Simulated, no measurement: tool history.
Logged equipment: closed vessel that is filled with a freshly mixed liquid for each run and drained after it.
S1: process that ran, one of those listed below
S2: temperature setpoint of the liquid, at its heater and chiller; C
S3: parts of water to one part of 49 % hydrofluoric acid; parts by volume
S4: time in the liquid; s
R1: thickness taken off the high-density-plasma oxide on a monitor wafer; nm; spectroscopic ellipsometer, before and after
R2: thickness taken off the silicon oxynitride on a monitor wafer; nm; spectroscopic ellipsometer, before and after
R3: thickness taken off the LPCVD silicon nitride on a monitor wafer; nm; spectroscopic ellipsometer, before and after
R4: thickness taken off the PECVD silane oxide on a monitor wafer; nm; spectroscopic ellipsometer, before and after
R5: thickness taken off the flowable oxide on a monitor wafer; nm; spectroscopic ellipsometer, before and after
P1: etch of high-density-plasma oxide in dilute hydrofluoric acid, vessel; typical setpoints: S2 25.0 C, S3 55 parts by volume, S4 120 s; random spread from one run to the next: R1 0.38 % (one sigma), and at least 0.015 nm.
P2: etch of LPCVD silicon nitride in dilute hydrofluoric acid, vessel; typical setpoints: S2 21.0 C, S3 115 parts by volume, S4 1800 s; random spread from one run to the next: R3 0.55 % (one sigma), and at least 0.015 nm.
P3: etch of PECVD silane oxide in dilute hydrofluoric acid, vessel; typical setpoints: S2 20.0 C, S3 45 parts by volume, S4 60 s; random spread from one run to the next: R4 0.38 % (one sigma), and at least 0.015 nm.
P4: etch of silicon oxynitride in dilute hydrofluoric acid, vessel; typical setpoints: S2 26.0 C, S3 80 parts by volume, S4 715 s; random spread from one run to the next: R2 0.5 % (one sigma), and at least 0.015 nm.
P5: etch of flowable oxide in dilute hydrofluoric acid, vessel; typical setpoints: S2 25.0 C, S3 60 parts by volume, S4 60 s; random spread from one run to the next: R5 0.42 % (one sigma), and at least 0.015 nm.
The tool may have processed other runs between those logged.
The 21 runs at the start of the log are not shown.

run     day  S1    S2   S3    S4       R1  R2      R3      R4      R5
 22   8.075  P2  17.0  115  1800               5.4587
 23   8.475  P1  25.0   55   210  21.6390
 24   8.917  P3  20.0   45    30                       18.258
 25   9.438  P1  25.0   55   120  12.3380
 26   9.867  P5  25.0   60    30                               13.430
 27  10.188  P1  25.0   55   120  12.4430
 28  10.625  P2  21.0  115   490               1.9471
 29  11.017  P1  18.5   80   120   6.2810
 30  11.379  P1  25.0   95   120   6.7810
 31  11.829  P1  29.0   55   120  14.4840
 32  12.129  P1  25.0   55   120  12.3960
 33  12.362  P1  25.0   55   120  12.6880
 34  12.779  P1  25.0   55   120  13.0020
 35  13.292  P1  25.0   55   120  13.3470
 36  13.671  P1  25.0   55   120  13.3730
 37  14.029  P1  25.0   55   120  13.4610
 38  14.554  P1  25.0   55   120  13.5570
 39  15.029  P1  25.0   55   120  13.5610
 40  15.400  P1  25.0   55   120  13.5180

Expected results for the next run?
 41  15.708  P1  25.0  55  120   ?

{"run 41": {"R1": 13.563}}
